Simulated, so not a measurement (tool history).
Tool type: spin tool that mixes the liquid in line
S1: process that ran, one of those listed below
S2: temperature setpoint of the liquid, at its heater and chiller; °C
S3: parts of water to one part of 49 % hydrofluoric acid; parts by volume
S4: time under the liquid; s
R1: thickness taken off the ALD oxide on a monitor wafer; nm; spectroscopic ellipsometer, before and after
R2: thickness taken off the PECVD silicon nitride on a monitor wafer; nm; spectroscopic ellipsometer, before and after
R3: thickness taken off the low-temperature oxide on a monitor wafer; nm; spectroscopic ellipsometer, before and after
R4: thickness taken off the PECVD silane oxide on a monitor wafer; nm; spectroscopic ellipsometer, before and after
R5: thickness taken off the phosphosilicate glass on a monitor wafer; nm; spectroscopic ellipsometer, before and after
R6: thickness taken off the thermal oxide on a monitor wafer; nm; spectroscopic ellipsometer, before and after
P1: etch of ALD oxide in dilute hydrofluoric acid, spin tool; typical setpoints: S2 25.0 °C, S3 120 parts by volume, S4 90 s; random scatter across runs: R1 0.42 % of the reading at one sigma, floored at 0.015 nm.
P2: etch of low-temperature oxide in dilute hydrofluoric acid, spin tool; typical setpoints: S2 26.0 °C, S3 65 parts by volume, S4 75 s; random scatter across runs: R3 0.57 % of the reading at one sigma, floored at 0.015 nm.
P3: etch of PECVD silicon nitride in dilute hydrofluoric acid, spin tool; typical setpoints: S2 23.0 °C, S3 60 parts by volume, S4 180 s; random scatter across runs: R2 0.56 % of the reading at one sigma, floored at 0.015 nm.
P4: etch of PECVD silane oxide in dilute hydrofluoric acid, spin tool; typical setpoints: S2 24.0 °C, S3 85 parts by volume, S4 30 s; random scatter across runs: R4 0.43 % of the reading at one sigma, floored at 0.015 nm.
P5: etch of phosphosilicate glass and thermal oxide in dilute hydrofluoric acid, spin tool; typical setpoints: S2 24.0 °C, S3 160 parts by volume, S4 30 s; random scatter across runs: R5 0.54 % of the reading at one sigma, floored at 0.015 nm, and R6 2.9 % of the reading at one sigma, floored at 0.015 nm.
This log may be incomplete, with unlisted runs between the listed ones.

Run 1, hour 8.9: S1 P1, S2 25.0 °C, S3 120 parts by volume, S4 90 s. Result: R1 8.5032 nm.
Run 2, hour 23.6: S1 P1, S2 25.0 °C, S3 120 parts by volume, S4 45 s. Result: R1 4.2425 nm.
Run 3, hour 40.1: S1 P3, S2 27.5 °C, S3 60 parts by volume, S4 180 s. Result: R2 10.3930 nm.
At hour 44.2: hydrofluoric acid flow meter replaced.
Run 4, hour 51.5: S1 P3, S2 23.0 °C, S3 60 parts by volume, S4 180 s. Result: R2 7.6700 nm.
Run 5, hour 61.6: S1 P2, S2 26.0 °C, S3 65 parts by volume, S4 75 s. Result: R3 18.3380 nm.
Run 6, hour 75.7: S1 P4, S2 24.0 °C, S3 85 parts by volume, S4 30 s. Result: R4 8.0715 nm.
Run 7, hour 87.9: S1 P2, S2 18.0 °C, S3 65 parts by volume, S4 75 s. Result: R3 13.1450 nm.
Run 8, hour 103.0: S1 P4, S2 24.0 °C, S3 85 parts by volume, S4 30 s. Result: R4 8.0162 nm.
Run 9, hour 115.5: S1 P1, S2 25.0 °C, S3 120 parts by volume, S4 90 s. Result: R1 8.5555 nm.
Run 10, hour 133.2: S1 P2, S2 26.0 °C, S3 65 parts by volume, S4 30 s. Result: R3 7.3031 nm.
Run 11, hour 144.4: S1 P5, S2 24.0 °C, S3 160 parts by volume, S4 30 s. Result: R5 23.730 nm, R6 0.78365 nm.
Run 12, hour 152.8: S1 P1, S2 20.0 °C, S3 120 parts by volume, S4 45 s. Result: R1 3.4852 nm.
Run 13, hour 166.7: S1 P5, S2 24.0 °C, S3 160 parts by volume, S4 55 s. Result: R5 43.094 nm, R6 1.42700 nm.
Run 14, hour 176.3: S1 P1, S2 25.0 °C, S3 120 parts by volume, S4 90 s. Result: R1 8.4670 nm.
Run 15, hour 190.7: S1 P3, S2 23.0 °C, S3 60 parts by volume, S4 65 s. Result: R2 2.7641 nm.
Run 16, hour 208.3: S1 P1, S2 25.0 °C, S3 120 parts by volume, S4 90 s. Result: R1 8.5062 nm.
Run 17, hour 219.5: S1 P3, S2 23.0 °C, S3 20 parts by volume, S4 180 s. Result: R2 22.2990 nm.
Run 18, hour 227.5: S1 P1, S2 32.5 °C, S3 120 parts by volume, S4 130 s. Result: R1 16.2460 nm.
Run 19, hour 238.0: S1 P1, S2 25.0 °C, S3 30 parts by volume, S4 15 s. Result: R1 6.3815 nm.
Run 20, hour 246.7: S1 P4, S2 24.0 °C, S3 85 parts by volume, S4 50 s. Result: R4 13.5250 nm.
Run 21, hour 263.6: S1 P2, S2 26.0 °C, S3 105 parts by volume, S4 75 s. Result: R3 10.8440 nm.
Run 22, hour 271.7: S1 P4, S2 24.0 °C, S3 45 parts by volume, S4 30 s. Result: R4 16.0280 nm.
Run 23, hour 284.9: S1 P4, S2 32.0 °C, S3 85 parts by volume, S4 30 s. Result: R4 10.9740 nm.
Run 24, hour 294.0: S1 P1, S2 19.5 °C, S3 120 parts by volume, S4 90 s. Result: R1 6.8656 nm.
Run 25, hour 306.1: S1 P1, S2 25.0 °C, S3 25 parts by volume, S4 90 s. Result: R1 46.3830 nm.
Run 26, hour 324.3: S1 P2, S2 26.0 °C, S3 65 parts by volume, S4 75 s. Result: R3 18.1280 nm.
Run 27, hour 335.8: S1 P1, S2 25.0 °C, S3 120 parts by volume, S4 160 s. Result: R1 15.1150 nm.

What will run 28 give?
Run 28, hour 348.3: S1 P1, S2 25.0 °C, S3 120 parts by volume, S4 90 s. Result: R1 ?.

R1: 8.4803 nm
